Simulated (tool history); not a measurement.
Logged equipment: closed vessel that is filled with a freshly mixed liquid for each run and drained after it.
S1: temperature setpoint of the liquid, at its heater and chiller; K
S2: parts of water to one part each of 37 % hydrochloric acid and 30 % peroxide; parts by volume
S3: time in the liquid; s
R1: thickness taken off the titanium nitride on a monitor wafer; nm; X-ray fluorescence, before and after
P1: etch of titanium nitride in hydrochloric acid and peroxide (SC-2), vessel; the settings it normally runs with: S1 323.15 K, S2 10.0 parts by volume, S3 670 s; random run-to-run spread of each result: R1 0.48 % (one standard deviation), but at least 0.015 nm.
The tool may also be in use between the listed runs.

run 1 hour=5.4 | S1=323.15 S2=10.0 S3=670 | R1=17.52000
run 2 hour=13.8 | S1=323.15 S2=10.0 S3=670 | R1=17.47800
run 3 hour=23.5 | S1=323.15 S2=10.0 S3=670 | R1=17.64900
run 4 hour=30.9 | S1=338.65 S2=10.0 S3=670 | R1=47.13500
run 5 hour=39.3 | S1=314.65 S2=14.5 S3=670 | R1=7.09050
run 6 hour=49.8 | S1=311.65 S2=10.0 S3=170 | R1=1.99240
run 7 hour=57.6 | S1=323.15 S2=10.0 S3=670 | R1=17.49900
run 8 hour=66.3 | S1=323.15 S2=10.0 S3=670 | R1=17.51600
run 9 hour=74.1 | S1=323.15 S2=10.0 S3=670 | R1=17.66600
run 10 hour=84.2 | S1=323.15 S2=10.0 S3=670 | R1=17.55500
run 11 hour=91.8 | S1=310.15 S2=10.0 S3=670 | R1=7.12470
run 12 hour=101.3 | S1=323.15 S2=10.0 S3=965 | R1=25.37000
run 13 hour=109.4 | S1=323.15 S2=16.5 S3=670 | R1=11.42200
run 14 hour=115.6 | S1=323.15 S2=4.0 S3=670 | R1=35.24200

Run 15 has not been measured yet. What should we expect?
run 15 hour=126.7 | S1=323.15 S2=10.0 S3=30 | R1=?

{"run 15": {"R1": 0.77607}}

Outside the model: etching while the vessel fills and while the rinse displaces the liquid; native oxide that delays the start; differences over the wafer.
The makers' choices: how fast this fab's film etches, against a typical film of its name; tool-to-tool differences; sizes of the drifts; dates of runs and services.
